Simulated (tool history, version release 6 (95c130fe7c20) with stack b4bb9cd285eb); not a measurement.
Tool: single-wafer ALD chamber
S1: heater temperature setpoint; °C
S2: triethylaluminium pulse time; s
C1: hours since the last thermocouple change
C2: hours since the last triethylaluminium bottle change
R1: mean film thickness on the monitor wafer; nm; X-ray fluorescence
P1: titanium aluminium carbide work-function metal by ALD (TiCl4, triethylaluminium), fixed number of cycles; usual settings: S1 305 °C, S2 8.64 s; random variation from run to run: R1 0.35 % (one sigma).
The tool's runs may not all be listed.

run   hour   S1     S2     C1     C2      R1
  1   16.6  305   8.64  426.6  263.7  1.9799
  2   26.4  285   5.63  436.4  273.5  1.6271
  3   34.8  283   8.64  444.8  281.9  1.7878
  4   53.1  305   8.64  463.1  300.2  1.9749
  5   71.1  305   8.64  481.1  318.2  1.9811
  6   89.8  327  13.46  499.8  336.9  2.2563
  7  107.3  305   8.64  517.3  354.4  1.9704
  8  126.2  329   8.64  536.2  373.3  2.1807
  9  137.4  305   3.29  547.4  384.5  1.4061
 10  150.5  305   8.64  560.5  397.6  1.9808
 11  169.1  305  11.61  579.1  416.2  2.0560
 12  182.1  305   8.64  592.1  429.2  1.9799
 13  194.3  316  12.30  604.3  441.4  2.1513
 14  210.4  305   8.64  620.4  457.5  1.9760
 15  219.0  305   8.64  629.0  466.1  1.9733
 16  235.5  305   8.64  645.5  482.6  1.9595
 17  250.3  305   8.64  660.3  497.4  1.9579
 18  261.6  305   8.64  671.6  508.7  1.9473
 19  271.7  305   8.64  681.7  518.8  1.9431
 20  283.8  305   8.64  693.8  530.9  1.9398
 21  301.3  305   8.64  711.3  548.4  1.9375

What P1 gives has crept away from where it was. These 2 causes fit the log equally well, each at the size given:
A: wafer temperature below the value expected at the setpoint (K) = 4.07
B: triethylaluminium dose below that of a fresh bottle (%) = 9.43
The creep began at about hour 210.4.

4 check runs are offered, each on 2 wafers whose results are averaged, their results left as question marks. Which one tells the causes apart?
check 1  318.8  292  8.64           ?
check 2  318.8  328  8.64           ?
check 3  318.8  287  8.64           ?
check 4  318.8  297  4.70           ?

What each check would give under each cause:
  check  result    if A    if B
check 1      R1  1.8347  1.8362
check 2      R1  2.1389  2.1360
check 3      R1  1.7932  1.7953
check 4      R1  1.5859  1.5490
How far apart the two closest causes lie, in the result that separates them most: check 1 0.08 %; check 2 0.13 %; check 3 0.11 %; check 4 2.36 %
Only check 4 tells the causes apart: in the others they would give nearly the same result.

Then check 4 was run and gave: R1 1.5855 nm. Which cause is it?

It is A: wafer temperature below the value expected at the setpoint (K).
